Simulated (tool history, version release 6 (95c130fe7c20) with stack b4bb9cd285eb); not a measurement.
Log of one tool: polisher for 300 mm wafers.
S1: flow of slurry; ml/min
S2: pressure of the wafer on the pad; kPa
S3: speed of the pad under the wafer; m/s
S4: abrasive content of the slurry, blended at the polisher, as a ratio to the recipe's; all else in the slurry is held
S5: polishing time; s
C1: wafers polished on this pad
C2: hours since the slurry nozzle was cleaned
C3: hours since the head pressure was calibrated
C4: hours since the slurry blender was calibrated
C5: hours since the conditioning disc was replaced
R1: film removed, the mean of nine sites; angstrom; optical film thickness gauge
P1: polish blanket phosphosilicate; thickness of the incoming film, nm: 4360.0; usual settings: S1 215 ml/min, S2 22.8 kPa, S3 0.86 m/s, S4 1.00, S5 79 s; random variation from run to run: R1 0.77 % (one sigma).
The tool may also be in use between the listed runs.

run   hour   S1    S2    S3    S4   S5    C1     C2     C3     C4     C5       R1
  1   13.3  215  22.8  0.86  1.00   79   679   84.8  436.9   68.3  121.2   7063.0
  2   20.3  215  22.8  0.86  1.00   36   735   91.8  443.9   75.3  128.2   3290.8
  3   31.2  215  11.7  0.86  1.00   79   823  102.7  454.8   86.2  139.1   3670.5
  4   37.9  215  22.8  0.86  1.00   79   877  109.4  461.5   92.9  145.8   7147.3
  5   46.5  305  22.8  0.86  1.00   79   946  118.0  470.1  101.5  154.4   7434.8
  6   57.7  130  22.8  0.86  1.00   79  1037  129.2  481.3  112.7  165.6   6618.7
  7   69.3  215  22.8  0.86  1.00   79  1130  140.8  492.9  124.3  177.2   7096.6
  8   82.8  215  22.8  0.52  1.00   79  1239  154.3  506.4  137.8  190.7   4817.1
  9   92.6  215  22.8  0.86  1.30   79  1318  164.1  516.2  147.6  200.5   7916.7
 10  104.2  215  22.8  0.86  1.25  119  1412  175.7  527.8  159.2  212.1  11779.0
 11  112.1  215  22.8  1.36  1.00   79  1475  183.6  535.7  167.1  220.0  10323.0
 12  121.2  215  35.9  0.86  0.70   79  1549  192.7  544.8  176.2  229.1   9566.6
 13  130.3  215  22.8  0.86  1.00   79  1622  201.8  553.9  185.3  238.2   7156.6
 14  139.5  215  35.2  0.86  1.00   79  1696  211.0  563.1  194.5  247.4  11034.0
 15  146.4  215  22.8  0.86  0.50   79  1752  217.9  570.0  201.4  254.3   4942.4
 16  153.4  215  22.8  0.86  1.00  105  1808  224.9  577.0  208.4  261.3   9501.6
 17  161.2  215  22.8  0.86  1.00   79  1871  232.7  584.8  216.2  269.1   7156.4
 18  167.5  215  22.8  0.86  1.00   79  1922  239.0  591.1  222.5  275.4   6788.9
 19  176.1  215  22.8  0.86  1.00   79  1991  247.6  599.7  231.1  284.0   6535.9
 20  185.6  215  22.8  0.86  1.00   79  2068  257.1  609.2  240.6  293.5   6370.8

Run 21 comes next. What will it give?
     186.4  -- head pressure recalibrated
     192.7  -- conditioning disc replaced and pad reconditioned
 21  194.7  215  22.8  0.86  1.00  79  2141  266.2  8.3  249.7  2.1   ?

{"run 21": {"R1": 6268.0}}
